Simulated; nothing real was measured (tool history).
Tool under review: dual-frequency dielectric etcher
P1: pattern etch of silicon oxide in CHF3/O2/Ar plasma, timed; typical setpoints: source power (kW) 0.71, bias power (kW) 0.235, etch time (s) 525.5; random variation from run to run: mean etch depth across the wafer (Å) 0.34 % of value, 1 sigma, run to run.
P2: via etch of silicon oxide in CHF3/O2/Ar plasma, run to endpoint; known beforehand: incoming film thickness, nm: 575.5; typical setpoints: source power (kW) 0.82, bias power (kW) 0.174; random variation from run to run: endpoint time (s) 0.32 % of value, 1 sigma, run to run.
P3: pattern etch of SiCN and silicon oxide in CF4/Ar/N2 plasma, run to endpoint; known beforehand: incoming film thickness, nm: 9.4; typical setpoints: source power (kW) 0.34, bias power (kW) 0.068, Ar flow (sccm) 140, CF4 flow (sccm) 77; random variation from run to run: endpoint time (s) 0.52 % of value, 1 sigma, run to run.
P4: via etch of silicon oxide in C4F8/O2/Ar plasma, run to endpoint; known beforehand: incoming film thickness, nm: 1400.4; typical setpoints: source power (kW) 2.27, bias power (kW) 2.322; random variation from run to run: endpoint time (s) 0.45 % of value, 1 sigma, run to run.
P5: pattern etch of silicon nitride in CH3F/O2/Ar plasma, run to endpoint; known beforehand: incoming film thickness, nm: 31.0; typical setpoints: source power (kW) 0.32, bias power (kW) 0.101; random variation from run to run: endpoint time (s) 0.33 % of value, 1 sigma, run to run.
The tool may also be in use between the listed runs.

run,hour,process that ran,source power (kW),bias power (kW),etch time (s),Ar flow (sccm),CF4 flow (sccm),mean etch depth across the wafer (Å),endpoint time (s)
1,14.9,P1,0.71,0.235,525.5,,,12149,
2,25.5,P1,0.54,0.235,525.5,,,10941,
3,33.4,P1,0.71,0.235,525.5,,,12015,
4,47.3,P1,0.71,0.235,525.5,,,12095,
5,56.2,P1,0.71,0.17,311.5,,,6452.3,
6,69.7,P3,0.23,0.068,,140,77,,20.671
7,78.1,P3,0.34,0.042,,140,77,,17.033
8,88.2,P4,2.84,2.322,,,,,229.11
9,103.9,P5,0.44,0.101,,,,,38.287
10,115.5,P3,0.34,0.068,,192,77,,15.28
11,127.7,P1,0.71,0.235,398,,,9181.3,
12,134.5,P1,0.71,0.235,525.5,,,12072,
13,143,P1,0.71,0.294,525.5,,,13135,
14,156.4,P3,0.34,0.068,,140,104,,13.699
15,166.6,P3,0.34,0.068,,140,77,,14.441
16,179.4,P4,2.27,1.881,,,,,266.67
17,190.1,P5,0.32,0.101,,,,,43.187
18,200.4,P2,0.82,0.174,,,,,263.58
19,209.5,P5,0.32,0.101,,,,,42.777
20,219,P2,1.15,0.174,,,,,230.84
21,226.3,P4,2.27,2.322,,,,,251
22,239.4,P5,0.32,0.059,,,,,51.986
23,254.5,P1,0.71,0.235,525.5,,,12118,
24,265.7,P4,2.27,2.322,,,,,252.07
25,274.1,P1,0.93,0.235,525.5,,,13437,
26,288.3,P1,0.71,0.235,735.5,,,17011,
# hour 297.7: source power generator calibrated
27,300.7,P2,0.82,0.134,,,,,286.98
28,310.5,P1,0.5,0.321,525.5,,,11857,
29,318.9,P1,0.71,0.235,525.5,,,12092,
30,334,P1,0.71,0.141,525.5,,,10216,
31,346.1,P1,0.71,0.235,525.5,,,12130,
32,354.8,P1,0.71,0.235,525.5,,,12183,
33,362.4,P1,0.71,0.235,525.5,,,12268,

What does the tool deliver on the next run?
34,369.5,P1,0.71,0.235,525.5,,,?,

{"run 34": {"mean etch depth across the wafer (Å)": 12352}}
